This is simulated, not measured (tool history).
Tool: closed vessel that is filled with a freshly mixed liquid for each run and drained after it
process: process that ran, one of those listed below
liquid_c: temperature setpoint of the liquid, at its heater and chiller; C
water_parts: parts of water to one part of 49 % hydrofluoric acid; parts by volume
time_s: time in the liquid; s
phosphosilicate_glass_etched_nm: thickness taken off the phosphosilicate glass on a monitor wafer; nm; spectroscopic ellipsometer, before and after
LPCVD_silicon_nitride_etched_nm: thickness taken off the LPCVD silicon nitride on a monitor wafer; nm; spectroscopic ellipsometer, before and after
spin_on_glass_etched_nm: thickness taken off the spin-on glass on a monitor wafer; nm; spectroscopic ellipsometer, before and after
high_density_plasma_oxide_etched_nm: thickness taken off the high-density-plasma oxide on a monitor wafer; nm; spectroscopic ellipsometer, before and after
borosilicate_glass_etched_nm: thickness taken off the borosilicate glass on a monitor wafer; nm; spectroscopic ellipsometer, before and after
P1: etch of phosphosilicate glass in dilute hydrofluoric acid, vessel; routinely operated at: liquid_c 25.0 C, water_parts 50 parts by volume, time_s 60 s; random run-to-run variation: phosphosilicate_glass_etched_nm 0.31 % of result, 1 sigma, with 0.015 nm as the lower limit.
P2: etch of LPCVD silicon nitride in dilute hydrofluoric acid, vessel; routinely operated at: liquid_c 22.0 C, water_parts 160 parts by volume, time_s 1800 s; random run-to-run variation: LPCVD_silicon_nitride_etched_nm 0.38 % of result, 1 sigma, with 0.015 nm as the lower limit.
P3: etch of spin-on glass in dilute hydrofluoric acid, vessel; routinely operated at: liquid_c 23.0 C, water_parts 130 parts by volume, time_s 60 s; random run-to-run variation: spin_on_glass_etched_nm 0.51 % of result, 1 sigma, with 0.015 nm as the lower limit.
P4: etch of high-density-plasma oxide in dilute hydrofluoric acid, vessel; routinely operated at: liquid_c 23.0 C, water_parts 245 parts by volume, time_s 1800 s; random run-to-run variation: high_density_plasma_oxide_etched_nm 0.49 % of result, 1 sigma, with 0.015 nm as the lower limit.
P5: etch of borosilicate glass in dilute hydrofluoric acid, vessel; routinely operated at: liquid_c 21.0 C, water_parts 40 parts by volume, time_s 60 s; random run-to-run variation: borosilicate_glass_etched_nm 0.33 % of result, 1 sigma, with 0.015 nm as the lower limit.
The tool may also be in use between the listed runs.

run,hour,process,liquid_c,water_parts,time_s,hours since the thermometer was replaced,hours since the hydrofluoric acid flow meter was replaced,phosphosilicate_glass_etched_nm,LPCVD_silicon_nitride_etched_nm,spin_on_glass_etched_nm,high_density_plasma_oxide_etched_nm,borosilicate_glass_etched_nm
1,16.7,P1,25.0,50,60,772.1,194.7,139.350,,,,
2,34.6,P2,22.0,160,1800,790.0,212.6,,5.6200,,,
3,49.1,P3,17.0,130,60,804.5,227.1,,,12.056,,
4,63.3,P1,20.5,50,60,818.7,241.3,115.710,,,,
5,81.9,P1,25.0,35,30,837.3,259.9,101.260,,,,
6,92.1,P1,25.0,50,30,847.5,270.1,69.687,,,,
7,102.2,P1,29.0,50,60,857.6,280.2,163.610,,,,
8,112.1,P3,23.0,130,115,867.5,290.1,,,29.589,,
9,125.2,P3,23.0,25,60,880.6,303.2,,,90.893,,
10,142.0,P3,23.0,130,60,897.4,320.0,,,15.465,,
11,160.1,P2,22.0,160,1800,915.5,338.1,,5.5949,,,
12,172.4,P2,22.0,245,1800,927.8,350.4,,3.6796,,,
13,184.0,P1,25.0,20,60,939.4,362.0,362.800,,,,
14,201.6,P4,19.0,245,1800,957.0,379.6,,,,25.8230,
15,220.3,P1,25.0,50,115,975.7,398.3,268.030,,,,
16,237.4,P4,23.0,60,1800,992.8,415.4,,,,151.7200,
17,253.2,P5,21.0,40,60,1008.6,431.2,,,,,44.754
18,272.5,P1,25.0,50,60,1027.9,450.5,140.230,,,,
19,289.0,P1,25.0,50,60,1044.4,467.0,140.340,,,,
20,298.5,P1,25.0,25,30,1053.9,476.5,144.530,,,,
21,312.8,P4,23.0,245,355,1068.2,490.8,,,,5.9574,
22,330.6,P5,17.0,40,60,1086.0,508.6,,,,,37.428
23,342.2,P1,25.0,50,60,1097.6,520.2,139.600,,,,

Estimate the outcome of run 24 from the log above:
24,354.5,P5,21.0,20,60,1109.9,532.5,,,,,?

{"run 24": {"borosilicate_glass_etched_nm": 91.438}}
